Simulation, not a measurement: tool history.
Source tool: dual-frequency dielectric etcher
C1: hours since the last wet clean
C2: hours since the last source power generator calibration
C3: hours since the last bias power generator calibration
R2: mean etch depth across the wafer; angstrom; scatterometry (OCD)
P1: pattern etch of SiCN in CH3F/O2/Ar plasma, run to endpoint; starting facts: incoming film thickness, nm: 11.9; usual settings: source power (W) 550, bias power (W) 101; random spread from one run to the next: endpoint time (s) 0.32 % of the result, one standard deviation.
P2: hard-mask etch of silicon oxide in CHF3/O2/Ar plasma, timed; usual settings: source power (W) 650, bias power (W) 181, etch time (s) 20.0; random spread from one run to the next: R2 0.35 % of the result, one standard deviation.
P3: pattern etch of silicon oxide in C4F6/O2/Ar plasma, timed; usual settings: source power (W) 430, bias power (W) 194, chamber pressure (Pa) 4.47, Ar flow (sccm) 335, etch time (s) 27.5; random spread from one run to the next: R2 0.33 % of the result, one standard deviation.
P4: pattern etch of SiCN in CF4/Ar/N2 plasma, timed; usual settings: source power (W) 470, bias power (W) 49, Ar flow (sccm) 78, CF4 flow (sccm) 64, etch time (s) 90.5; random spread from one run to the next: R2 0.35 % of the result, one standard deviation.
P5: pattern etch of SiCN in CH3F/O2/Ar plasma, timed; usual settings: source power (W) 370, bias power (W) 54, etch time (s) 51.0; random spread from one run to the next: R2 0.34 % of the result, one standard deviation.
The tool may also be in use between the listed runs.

Run 1, hour 11.9: process that ran P1, source power (W) 550, bias power (W) 101; C1 481.6; C2 2299.2; C3 1984.0. Result: endpoint time (s) 25.276.
Run 2, hour 17.8: process that ran P1, source power (W) 550, bias power (W) 142; C1 487.5; C2 2305.1; C3 1989.9. Result: endpoint time (s) 22.276.
Run 3, hour 25.0: process that ran P4, source power (W) 650, bias power (W) 49, Ar flow (sccm) 78, CF4 flow (sccm) 64, etch time (s) 90.5; C1 494.7; C2 2312.3; C3 1997.1. Result: R2 962.98 angstrom.
Run 4, hour 38.1: process that ran P1, source power (W) 400, bias power (W) 68; C1 507.8; C2 2325.4; C3 2010.2. Result: endpoint time (s) 32.798.
Run 5, hour 47.3: process that ran P1, source power (W) 410, bias power (W) 101; C1 517.0; C2 2334.6; C3 2019.4. Result: endpoint time (s) 28.303.
Run 6, hour 60.0: process that ran P1, source power (W) 550, bias power (W) 101; C1 529.7; C2 2347.3; C3 2032.1. Result: endpoint time (s) 25.359.
Run 7, hour 71.2: process that ran P2, source power (W) 650, bias power (W) 181, etch time (s) 20.0; C1 540.9; C2 2358.5; C3 2043.3. Result: R2 402.54 angstrom.
Run 8, hour 82.5: process that ran P2, source power (W) 870, bias power (W) 181, etch time (s) 20.0; C1 552.2; C2 2369.8; C3 2054.6. Result: R2 450.59 angstrom.
Run 9, hour 90.5: process that ran P4, source power (W) 470, bias power (W) 49, Ar flow (sccm) 78, CF4 flow (sccm) 64, etch time (s) 90.5; C1 560.2; C2 2377.8; C3 2062.6. Result: R2 719.40 angstrom.
Run 10, hour 104.0: process that ran P3, source power (W) 430, bias power (W) 194, Ar flow (sccm) 335, etch time (s) 27.5, chamber pressure (Pa) 4.47; C1 573.7; C2 2391.3; C3 2076.1. Result: R2 895.51 angstrom.
Run 11, hour 113.4: process that ran P4, source power (W) 470, bias power (W) 49, Ar flow (sccm) 78, CF4 flow (sccm) 64, etch time (s) 120.0; C1 583.1; C2 2400.7; C3 2085.5. Result: R2 955.89 angstrom.
Run 12, hour 124.8: process that ran P1, source power (W) 760, bias power (W) 126; C1 594.5; C2 2412.1; C3 2096.9. Result: endpoint time (s) 20.652.
Run 13, hour 134.1: process that ran P3, source power (W) 430, bias power (W) 194, Ar flow (sccm) 335, etch time (s) 27.5, chamber pressure (Pa) 6.07; C1 603.8; C2 2421.4; C3 2106.2. Result: R2 866.03 angstrom.
Run 14, hour 144.5: process that ran P1, source power (W) 550, bias power (W) 101; C1 614.2; C2 2431.8; C3 2116.6. Result: endpoint time (s) 25.265.
Run 15, hour 155.9: process that ran P2, source power (W) 650, bias power (W) 181, etch time (s) 20.0; C1 625.6; C2 2443.2; C3 2128.0. Result: R2 401.91 angstrom.
Run 16, hour 166.4: process that ran P5, source power (W) 470, bias power (W) 54, etch time (s) 51.0; C1 636.1; C2 2453.7; C3 2138.5. Result: R2 186.00 angstrom.
Run 17, hour 173.6: process that ran P4, source power (W) 470, bias power (W) 49, Ar flow (sccm) 93, CF4 flow (sccm) 64, etch time (s) 90.5; C1 643.3; C2 2460.9; C3 2145.7. Result: R2 704.98 angstrom.
Run 18, hour 179.4: process that ran P3, source power (W) 430, bias power (W) 194, Ar flow (sccm) 335, etch time (s) 27.5, chamber pressure (Pa) 4.47; C1 649.1; C2 2466.7; C3 2151.5. Result: R2 897.86 angstrom.
Run 19, hour 191.3: process that ran P5, source power (W) 370, bias power (W) 54, etch time (s) 71.0; C1 661.0; C2 2478.6; C3 2163.4. Result: R2 236.55 angstrom.
Run 20, hour 200.9: process that ran P1, source power (W) 550, bias power (W) 101; C1 670.6; C2 2488.2; C3 2173.0. Result: endpoint time (s) 25.275.
Run 21, hour 207.0: process that ran P3, source power (W) 430, bias power (W) 121, Ar flow (sccm) 335, etch time (s) 27.5, chamber pressure (Pa) 4.47; C1 676.7; C2 2494.3; C3 2179.1. Result: R2 773.96 angstrom.
Run 22, hour 218.1: process that ran P5, source power (W) 370, bias power (W) 31, etch time (s) 51.0; C1 687.8; C2 2505.4; C3 2190.2. Result: R2 142.61 angstrom.
Run 23, hour 227.2: process that ran P1, source power (W) 550, bias power (W) 101; C1 696.9; C2 2514.5; C3 2199.3. Result: endpoint time (s) 25.333.
Run 24, hour 234.1: process that ran P3, source power (W) 430, bias power (W) 194, Ar flow (sccm) 269, etch time (s) 27.5, chamber pressure (Pa) 4.47; C1 703.8; C2 2521.4; C3 2206.2. Result: R2 913.68 angstrom.
Run 25, hour 241.9: process that ran P5, source power (W) 370, bias power (W) 54, etch time (s) 51.0; C1 711.6; C2 2529.2; C3 2214.0. Result: R2 169.84 angstrom.
Run 26, hour 253.6: process that ran P1, source power (W) 710, bias power (W) 101; C1 723.3; C2 2540.9; C3 2225.7. Result: endpoint time (s) 23.016.
Run 27, hour 263.4: process that ran P1, source power (W) 550, bias power (W) 71; C1 733.1; C2 2550.7; C3 2235.5. Result: endpoint time (s) 28.661.
Run 28, hour 275.1: process that ran P3, source power (W) 280, bias power (W) 194, Ar flow (sccm) 335, etch time (s) 27.5, chamber pressure (Pa) 4.47; C1 744.8; C2 2562.4; C3 2247.2. Result: R2 762.27 angstrom.
Run 29, hour 282.0: process that ran P2, source power (W) 650, bias power (W) 181, etch time (s) 25.0; C1 751.7; C2 2569.3; C3 2254.1. Result: R2 500.59 angstrom.
Run 30, hour 292.4: process that ran P1, source power (W) 400, bias power (W) 119; C1 762.1; C2 2579.7; C3 2264.5. Result: endpoint time (s) 26.894.
Run 31, hour 305.2: process that ran P4, source power (W) 470, bias power (W) 49, Ar flow (sccm) 78, CF4 flow (sccm) 46, etch time (s) 90.5; C1 774.9; C2 2592.5; C3 2277.3. Result: R2 680.07 angstrom.
Run 32, hour 316.0: process that ran P4, source power (W) 470, bias power (W) 62, Ar flow (sccm) 78, CF4 flow (sccm) 64, etch time (s) 90.5; C1 785.7; C2 2603.3; C3 2288.1. Result: R2 776.63 angstrom.
Run 33, hour 323.1: process that ran P3, source power (W) 430, bias power (W) 194, Ar flow (sccm) 335, etch time (s) 21.5, chamber pressure (Pa) 4.47; C1 792.8; C2 2610.4; C3 2295.2. Result: R2 702.24 angstrom.
Run 34, hour 332.7: process that ran P1, source power (W) 550, bias power (W) 101; C1 802.4; C2 2620.0; C3 2304.8. Result: endpoint time (s) 25.289.
Run 35, hour 343.7: process that ran P2, source power (W) 650, bias power (W) 136, etch time (s) 20.0; C1 813.4; C2 2631.0; C3 2315.8. Result: R2 364.63 angstrom.
Run 36, hour 351.8: process that ran P1, source power (W) 550, bias power (W) 101; C1 821.5; C2 2639.1; C3 2323.9. Result: endpoint time (s) 25.263.
Run 37, hour 364.4: process that ran P1, source power (W) 550, bias power (W) 101; C1 834.1; C2 2651.7; C3 2336.5. Result: endpoint time (s) 25.304.

For run 38, what comes out?
Run 38, hour 377.7: process that ran P1, source power (W) 550, bias power (W) 101; C1 847.4; C2 2665.0; C3 2349.8. Result: endpoint time (s) ?.

{"run 38": {"endpoint time (s)": 25.536}}
